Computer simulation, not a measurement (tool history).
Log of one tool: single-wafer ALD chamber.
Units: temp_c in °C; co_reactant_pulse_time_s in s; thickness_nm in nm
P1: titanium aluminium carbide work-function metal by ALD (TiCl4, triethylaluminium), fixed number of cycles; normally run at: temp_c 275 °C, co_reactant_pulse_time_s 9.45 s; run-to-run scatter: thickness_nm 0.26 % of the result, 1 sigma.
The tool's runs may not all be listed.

| run | day | temp_c | co_reactant_pulse_time_s | hours since the last thermocouple change | hours since the last triethylaluminium bottle change | thickness_nm |
|---|---|---|---|---|---|---|
| 1 | 0.462 | 275 | 9.45 | 1028.8 | 625.5 | 1.7978 |
| 2 | 0.8 | 275 | 9.45 | 1036.9 | 633.6 | 1.7998 |
| 3 | 1.033 | 293 | 13.63 | 1042.5 | 639.2 | 2.0143 |
| 4 | 1.333 | 275 | 12.59 | 1049.7 | 646.4 | 1.8508 |
| 5 | 1.771 | 275 | 9.45 | 1060.2 | 656.9 | 1.7933 |
| 6 | 2.204 | 298 | 12.76 | 1070.6 | 667.3 | 2.0566 |
| 7 | 2.483 | 252 | 9.45 | 1077.3 | 674 | 1.6026 |
| 8 | 2.9 | 252 | 14.29 | 1087.3 | 684 | 1.6552 |
| 9 | 3.129 | 300 | 9.45 | 1092.8 | 689.5 | 2.0241 |
| 10 | 3.575 | 275 | 9.45 | 1103.5 | 700.2 | 1.7958 |
| 11 | 3.929 | 275 | 3.64 | 1112 | 708.7 | 1.3412 |
| 12 | 4.388 | 275 | 9.45 | 1123 | 719.7 | 1.8053 |
| 13 | 4.646 | 275 | 9.45 | 1129.2 | 725.9 | 1.7944 |
| 14 | 5.004 | 275 | 9.45 | 1137.8 | 734.5 | 1.7915 |
| 15 | 5.233 | 275 | 9.45 | 1143.3 | 740 | 1.7864 |
| 16 | 5.75 | 275 | 9.45 | 1155.7 | 752.4 | 1.7747 |
| 17 | 6.208 | 275 | 9.45 | 1166.7 | 763.4 | 1.7678 |
| 18 | 6.696 | 275 | 9.45 | 1178.4 | 775.1 | 1.7699 |
| 19 | 7.112 | 275 | 9.45 | 1188.4 | 785.1 | 1.767 |
| 20 | 7.388 | 275 | 9.45 | 1195 | 791.7 | 1.7691 |
| 21 | 7.771 | 275 | 9.45 | 1204.2 | 800.9 | 1.7678 |
| 22 | 8.042 | 275 | 9.45 | 1210.7 | 807.4 | 1.7725 |
| 23 | 8.488 | 275 | 9.45 | 1221.4 | 818.1 | 1.7626 |

What P1 gives has crept away from where it was. These 2 causes fit the log equally well, each at the size given:
A: wafer temperature below the value expected at the setpoint (K) = 3.83
B: triethylaluminium dose below that of a fresh bottle (%) = 11.5
The creep began at about day 4.388.

4 check runs are offered, one wafer each, their results left as question marks. Which one tells the causes apart?
| check 1 | 8.933 | 295 | 9.45 |  |  | ? |
| check 2 | 8.933 | 254 | 9.45 |  |  | ? |
| check 3 | 8.933 | 275 | 5.72 |  |  | ? |
| check 4 | 8.933 | 259 | 9.45 |  |  | ? |

What each check would give under each cause:
| check | result | if A | if B |
|---|---|---|---|
| check 1 | thickness_nm | 1.9385 | 1.936 |
| check 2 | thickness_nm | 1.59 | 1.5924 |
| check 3 | thickness_nm | 1.5815 | 1.5444 |
| check 4 | thickness_nm | 1.6316 | 1.6334 |
How far apart the two closest causes lie, in the result that separates them most: check 1 0.13 %; check 2 0.15 %; check 3 2.37 %; check 4 0.11 %
Only check 3 tells the causes apart: in the others they would give nearly the same result.

Then check 3 was run and gave: thickness_nm 1.5418 nm. Which cause is it?

It is B: triethylaluminium dose below that of a fresh bottle (%).

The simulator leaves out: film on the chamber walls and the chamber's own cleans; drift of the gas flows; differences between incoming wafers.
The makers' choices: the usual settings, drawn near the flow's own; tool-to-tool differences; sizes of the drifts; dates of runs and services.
